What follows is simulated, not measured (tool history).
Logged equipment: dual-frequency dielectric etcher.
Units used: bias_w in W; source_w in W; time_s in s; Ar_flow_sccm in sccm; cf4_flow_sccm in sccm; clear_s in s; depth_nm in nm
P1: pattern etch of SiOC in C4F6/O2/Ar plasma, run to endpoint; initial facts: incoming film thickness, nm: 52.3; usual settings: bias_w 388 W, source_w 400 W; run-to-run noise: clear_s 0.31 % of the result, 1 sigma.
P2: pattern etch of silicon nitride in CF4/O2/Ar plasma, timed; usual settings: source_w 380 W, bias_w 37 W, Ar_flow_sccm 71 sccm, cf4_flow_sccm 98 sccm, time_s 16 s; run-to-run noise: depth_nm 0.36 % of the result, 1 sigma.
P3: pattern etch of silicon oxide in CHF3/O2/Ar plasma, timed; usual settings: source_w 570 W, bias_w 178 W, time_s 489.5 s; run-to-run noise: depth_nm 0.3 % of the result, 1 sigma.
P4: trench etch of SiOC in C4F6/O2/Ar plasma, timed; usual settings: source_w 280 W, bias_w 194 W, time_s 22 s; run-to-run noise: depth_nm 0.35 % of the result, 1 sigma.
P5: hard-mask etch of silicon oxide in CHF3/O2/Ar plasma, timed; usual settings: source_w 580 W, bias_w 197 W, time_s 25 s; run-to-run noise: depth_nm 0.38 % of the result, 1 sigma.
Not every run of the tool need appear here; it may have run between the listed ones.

run   hour  process  bias_w  source_w  time_s  Ar_flow_sccm  cf4_flow_sccm  hours since the last wet clean  hours since the last bias power generator calibration  hours since the last source power generator calibration  clear_s  depth_nm
  1    3.7       P1     388       400                                                                261.3                                                 2137.6                                                   2871.7   19.468
  2    6.6       P3     178       570   489.5                                                        264.2                                                 2140.5                                                   2874.6             963.15
  3   10.3       P5     136       580      25                                                        267.9                                                 2144.2                                                   2878.3             45.038
  4   15.9       P1     388       300                                                                273.5                                                 2149.8                                                   2883.9   21.549
  5   20.3       P2      28       380      16            71             98                           277.9                                                 2154.2                                                   2888.3             18.998
  6     24       P5     197       680      25                                                        281.6                                                 2157.9                                                     2892             54.236
  7   28.3       P2      37       380      16            71            132                           285.9                                                 2162.2                                                   2896.3             21.564
  8   34.4       P3     229       570   489.5                                                          292                                                 2168.3                                                   2902.4             1047.7
  9     38       P4     194       180      22                                                        295.6                                                 2171.9                                                     2906              34.53
 10   40.9       P2      37       380    11.5            71             98                           298.5                                                 2174.8                                                   2908.9             14.975
 11   46.9       P1     388       400                                                                304.5                                                 2180.8                                                   2914.9   19.444
 12   52.2       P5     197       580      25                                                        309.8                                                 2186.1                                                   2920.2             50.812
 13   57.7       P4     194       280    16.5                                                        315.3                                                 2191.6                                                   2925.7             30.648
 14   61.8       P1     268       490                                                                319.4                                                 2195.7                                                   2929.8   20.488
 15   66.5       P1     290       290                                                                324.1                                                 2200.4                                                   2934.5   24.311
 16     70       P5     197       580      25                                                        327.6                                                 2203.9                                                     2938             50.583
 17   74.1       P4     149       280      22                                                        331.7                                                   2208                                                   2942.1             37.451
 18   76.9       P4     194       280      22                                                        334.5                                                 2210.8                                                   2944.9             41.033
 19   81.8       P2      37       380      16            71             98                           339.4                                                 2215.7                                                   2949.8             20.891
 20   85.7       P4     194       280      22                                                        343.3                                                 2219.6                                                   2953.7             40.987
 21   90.1       P1     388       400                                                                347.7                                                   2224                                                   2958.1   19.397
 22   95.1       P1     388       400                                                                352.7                                                   2229                                                   2963.1   19.422
 23   99.5       P2      37       380      16            84             98                           357.1                                                 2233.4                                                   2967.5             20.401
 24  102.9       P1     481       400                                                                360.5                                                 2236.8                                                   2970.9   17.931
 25  105.6       P5     197       580      14                                                        363.2                                                 2239.5                                                   2973.6             28.532
 26  111.1       P1     279       400                                                                368.7                                                   2245                                                   2979.1   21.824
 27  114.9       P3     178       720   489.5                                                        372.5                                                 2248.8                                                   2982.9             1047.4
 28  118.9       P3     178       570   614.5                                                        376.5                                                 2252.8                                                   2986.9             1210.8
 29    125       P1     388       400                                                                382.6                                                 2258.9                                                     2993   19.456
 30  129.9       P1     388       560                                                                387.5                                                 2263.8                                                   2997.9   17.109
 31  136.1       P2      37       380      16            71             98                           393.7                                                   2270                                                   3004.1             20.855
 32  139.5       P2      37       250      16            71             98                           397.1                                                 2273.4                                                   3007.5             14.456
 33  145.2       P1     388       400                                                                402.8                                                 2279.1                                                   3013.2   19.414
 34  148.5       P1     388       400                                                                406.1                                                 2282.4                                                   3016.5   19.557
 35  152.7       P1     388       400                                                                410.3                                                 2286.6                                                   3020.7   19.639
     153.6  -- wet clean of the chamber
 36  155.7       P1     388       400                                                                  2.2                                                 2289.6                                                   3023.7   19.671
 37  158.5       P1     388       400                                                                    5                                                 2292.4                                                   3026.5   19.764
 38  161.2       P1     388       400                                                                  7.7                                                 2295.1                                                   3029.2   19.688
 39  166.7       P1     388       400                                                                 13.2                                                 2300.6                                                   3034.7   19.668

The output of P1 has drifted from where it used to be. Each of the 2 causes below, taken at the size shown beside it, accounts for the log equally well:
A: source power that arrives under what is set, % = 4.08
B: bias power that arrives under what is set, % = 4.24
The gradual shift began around hour 145.2.
Why every other cause is out:
chamber walls in a state that lowers the etch rate, %: its service at hour 153.6 followed the start of the drift and did not put the process back to its old value

Which of the check runs below tells the causes apart, meaning the causes would give it clearly different results? Each run uses 2 wafers whose results are averaged, and each result is shown as a question mark.
check 1  172.2       P5     197       580      25                                                                                                                                                                                               ?
check 2  172.2       P4     194       280      22                                                                                                                                                                                               ?
check 3  172.2       P3     178       570   489.5                                                                                                                                                                                               ?
check 4  172.2       P2      37       380      16            71             98                                                                                                                                                                  ?

Outcome of each check run for each possible cause:
  check    result    if A    if B
check 1  depth_nm  50.105  50.157
check 2  depth_nm  40.261  40.333
check 3  depth_nm   946.4  947.72
check 4  depth_nm  20.132  20.578
Smallest distance between any two causes, each pair judged by its most separating result, in per cent: check 1 0.1 %; check 2 0.18 %; check 3 0.14 %; check 4 2.19 %
Check 4 distinguishes between the causes, while the remaining checks would return nearly the same result for all of them.

Running check 4 produced the following: depth_nm 20.5 nm. Which one of the listed causes fits?

B is the cause: bias power that arrives under what is set, %.
